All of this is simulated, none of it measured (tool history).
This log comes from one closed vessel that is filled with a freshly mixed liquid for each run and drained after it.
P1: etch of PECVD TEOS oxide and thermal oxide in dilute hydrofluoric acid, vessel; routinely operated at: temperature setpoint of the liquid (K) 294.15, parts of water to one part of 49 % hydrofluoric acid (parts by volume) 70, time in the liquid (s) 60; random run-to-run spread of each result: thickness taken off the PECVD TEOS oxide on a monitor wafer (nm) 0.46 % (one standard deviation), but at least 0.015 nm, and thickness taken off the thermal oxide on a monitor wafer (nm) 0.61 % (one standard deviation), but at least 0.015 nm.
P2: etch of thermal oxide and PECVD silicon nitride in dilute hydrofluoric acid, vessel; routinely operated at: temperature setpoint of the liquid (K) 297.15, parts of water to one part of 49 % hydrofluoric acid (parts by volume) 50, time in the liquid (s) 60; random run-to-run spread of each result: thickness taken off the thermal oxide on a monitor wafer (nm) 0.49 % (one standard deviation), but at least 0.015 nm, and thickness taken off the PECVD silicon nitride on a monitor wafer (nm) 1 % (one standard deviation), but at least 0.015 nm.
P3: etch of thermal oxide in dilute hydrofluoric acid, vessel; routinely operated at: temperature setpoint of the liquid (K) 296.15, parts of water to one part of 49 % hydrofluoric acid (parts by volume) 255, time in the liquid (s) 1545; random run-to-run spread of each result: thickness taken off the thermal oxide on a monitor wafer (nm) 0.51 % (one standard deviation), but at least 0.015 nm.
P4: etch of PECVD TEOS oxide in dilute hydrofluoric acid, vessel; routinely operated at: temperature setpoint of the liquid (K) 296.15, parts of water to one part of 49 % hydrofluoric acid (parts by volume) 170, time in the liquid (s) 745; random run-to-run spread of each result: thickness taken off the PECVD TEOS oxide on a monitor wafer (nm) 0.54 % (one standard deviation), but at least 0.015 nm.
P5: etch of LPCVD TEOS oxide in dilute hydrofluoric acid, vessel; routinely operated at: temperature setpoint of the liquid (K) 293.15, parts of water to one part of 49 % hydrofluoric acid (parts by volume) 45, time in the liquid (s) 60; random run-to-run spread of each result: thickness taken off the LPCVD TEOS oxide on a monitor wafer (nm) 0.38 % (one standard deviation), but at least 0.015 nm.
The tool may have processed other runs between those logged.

run   hour  process that ran  temperature setpoint of the liquid (K)  parts of water to one part of 49 % hydrofluoric acid (parts by volume)  time in the liquid (s)  hours since the thermometer was replaced  hours since the hydrofluoric acid flow meter was replaced  thickness taken off the PECVD TEOS oxide on a monitor wafer (nm)  thickness taken off the thermal oxide on a monitor wafer (nm)  thickness taken off the LPCVD TEOS oxide on a monitor wafer (nm)  thickness taken off the PECVD silicon nitride on a monitor wafer (nm)
  1      7                P1                                  294.15                                                                      70                      60                                     526.8                                                        862                                                            11.921                                                         3.8633
  2   15.3                P1                                  294.15                                                                      70                      60                                     535.1                                                      870.3                                                            11.936                                                         3.8705
  3   21.6                P5                                  301.15                                                                      45                      60                                     541.4                                                      876.6                                                                                                                                                                                              95.06
  4   29.5                P2                                  290.15                                                                      50                      60                                     549.3                                                      884.5                                                                                                                            4.421                                                                                                                                   1.2502
  5   38.4                P1                                  290.15                                                                      70                      60                                     558.2                                                      893.4                                                            10.034                                                         3.1988
  6   43.6                P1                                  294.15                                                                     105                      60                                     563.4                                                      898.6                                                            7.6581                                                         2.4601
  7     51                P1                                  290.15                                                                      30                      60                                     570.8                                                        906                                                            24.601                                                         7.9263
  8     58                P1                                  294.15                                                                      70                      30                                     577.8                                                        913                                                            5.9784                                                         1.9352
  9     65                P3                                  296.15                                                                     255                    1545                                     584.8                                                        920                                                                                                                           22.182
 10   69.4                P2                                  297.15                                                                      50                      30                                     589.2                                                      924.4                                                                                                                           2.9446                                                                                                                                  0.99809
 11   75.2                P1                                  294.15                                                                      70                      60                                       595                                                      930.2                                                             11.82                                                         3.9487
 12     80                P2                                  297.15                                                                      90                      60                                     599.8                                                        935                                                                                                                           3.1211                                                                                                                                   1.1172
 13   85.9                P5                                  293.15                                                                      45                      60                                     605.7                                                      940.9                                                                                                                                                                                             68.549
 14   91.3                P1                                  298.15                                                                      70                      85                                     611.1                                                      946.3                                                            19.869                                                         6.4335
 15   98.6                P4                                  296.15                                                                     170                     745                                     618.4                                                      953.6                                                            34.106
 16  106.7                P1                                  294.15                                                                      70                      60                                     626.5                                                      961.7                                                            11.921                                                         3.8607
 17  110.9                P5                                  293.15                                                                      45                     105                                     630.7                                                      965.9                                                                                                                                                                                             118.88
 18  115.6                P4                                  296.15                                                                      40                     745                                     635.4                                                      970.6                                                             168.6
 19  121.8                P3                                  296.15                                                                     255                    1545                                     641.6                                                      976.8                                                                                                                           22.096
 20  126.4                P5                                  293.15                                                                      45                      60                                     646.2                                                      981.4                                                                                                                                                                                             68.249
 21  134.3                P1                                  294.15                                                                      25                      60                                     654.1                                                      989.3                                                            35.106                                                         11.432
 22  141.3                P3                                  296.15                                                                     255                    2935                                     661.1                                                      996.3                                                                                                                           42.104
 23    146                P3                                  296.15                                                                      45                    1545                                     665.8                                                       1001                                                                                                                           158.05
 24  152.6                P4                                  296.15                                                                     170                     265                                     672.4                                                     1007.6                                                            12.054
 25    160                P1                                  294.15                                                                      70                      60                                     679.8                                                       1015                                                            11.887                                                         3.8207
 26  168.9                P4                                  290.15                                                                     170                     745                                     688.7                                                     1023.9                                                            26.629
 27  173.9                P1                                  300.15                                                                      70                      60                                     693.7                                                     1028.9                                                            15.155                                                         4.9648
 28  181.6                P2                                  297.15                                                                      50                      60                                     701.4                                                     1036.6                                                                                                                           5.8462                                                                                                                                   2.0421
 29  190.2                P3                                  304.15                                                                     255                    1545                                       710                                                     1045.2                                                                                                                           29.148
 30  197.9                P1                                  294.15                                                                      70                      60                                     717.7                                                     1052.9                                                            11.889                                                         3.8671
 31  204.3                P1                                  294.15                                                                      70                      90                                     724.1                                                     1059.3                                                            17.968                                                         5.7721
 32  210.5                P1                                  294.15                                                                      70                      60                                     730.3                                                     1065.5                                                            11.925                                                         3.8563
 33  218.5                P2                                  297.15                                                                      50                      60                                     738.3                                                     1073.5                                                                                                                           5.8721                                                                                                                                   2.0169
 34  223.8                P5                                  293.15                                                                      65                      60                                     743.6                                                     1078.8                                                                                                                                                                                             45.944
 35    231                P1                                  294.15                                                                      70                      60                                     750.8                                                       1086                                                             12.01                                                         3.8764
 36    235                P1                                  294.15                                                                      70                      60                                     754.8                                                       1090                                                            12.146                                                         4.0274
 37  238.9                P1                                  294.15                                                                      70                      60                                     758.7                                                     1093.9                                                            12.382                                                         4.0272
 38  245.2                P1                                  294.15                                                                      70                      60                                       765                                                     1100.2                                                            12.514                                                         4.0865
 39  250.5                P1                                  294.15                                                                      70                      60                                     770.3                                                     1105.5                                                            12.668                                                         4.1111
 40  254.8                P1                                  294.15                                                                      70                      60                                     774.6                                                     1109.8                                                            12.686                                                         4.1716
 41  262.6                P1                                  294.15                                                                      70                      60                                     782.4                                                     1117.6                                                            12.864                                                         4.1803
 42  271.3                P1                                  294.15                                                                      70                      60                                     791.1                                                     1126.3                                                            12.834                                                          4.224
 43  276.1                P1                                  294.15                                                                      70                      60                                     795.9                                                     1131.1                                                            12.927                                                          4.175
 44  280.6                P1                                  294.15                                                                      70                      60                                     800.4                                                     1135.6                                                            13.008                                                          4.154
 45  288.6                P1                                  294.15                                                                      70                      60                                     808.4                                                     1143.6                                                            12.864                                                         4.2348

What P1 gives has crept off from where it sat before. The 2 causes that follow fit the log equally well, each at the size noted:
A: hydrofluoric acid flow above the setpoint (%) = 7.98
B: liquid hotter than its thermometer reads (K) = 2.02
The creep began at about hour 231.

Each of the check runs listed below is run on 5 wafers and reports their average, with the results left as question marks. Pick the one under which the possible causes would lead to clearly different results.
check 1  296.6                P5                                  293.15                                                                      60                      60                                                                                                                                                                                                                                                                                                       ?
check 2  296.6                P4                                  296.15                                                                      55                     745                                                                                                                                                                      ?
check 3  296.6                P3                                  296.15                                                                      70                    2745                                                                                                                                                                                                                                     ?
check 4  296.6                P2                                  297.15                                                                      90                      60                                                                                                                                                                                                                                     ?                                                                                                                                        ?

How each check would come out, cause by cause:
  check                                                                 result    if A    if B
check 1       thickness taken off the LPCVD TEOS oxide on a monitor wafer (nm)  54.536  54.674
check 2       thickness taken off the PECVD TEOS oxide on a monitor wafer (nm)  130.34  130.45
check 3          thickness taken off the thermal oxide on a monitor wafer (nm)  190.46  190.19
check 4          thickness taken off the thermal oxide on a monitor wafer (nm)  3.3879  3.3703
check 4  thickness taken off the PECVD silicon nitride on a monitor wafer (nm)  1.2129   1.284
Minimum pairwise separation of causes per check, each pair taken at its best-separating result: check 1 0.25 %; check 2 0.09 %; check 3 0.14 %; check 4 5.7 %
Check 4 tells the causes apart: in the others they would give nearly the same result.

Check 4 has now been run. It gave: thickness taken off the thermal oxide on a monitor wafer (nm) 3.3867; thickness taken off the PECVD silicon nitride on a monitor wafer (nm) 1.2176. Which of the candidate causes is it?

A is the cause: hydrofluoric acid flow above the setpoint (%).

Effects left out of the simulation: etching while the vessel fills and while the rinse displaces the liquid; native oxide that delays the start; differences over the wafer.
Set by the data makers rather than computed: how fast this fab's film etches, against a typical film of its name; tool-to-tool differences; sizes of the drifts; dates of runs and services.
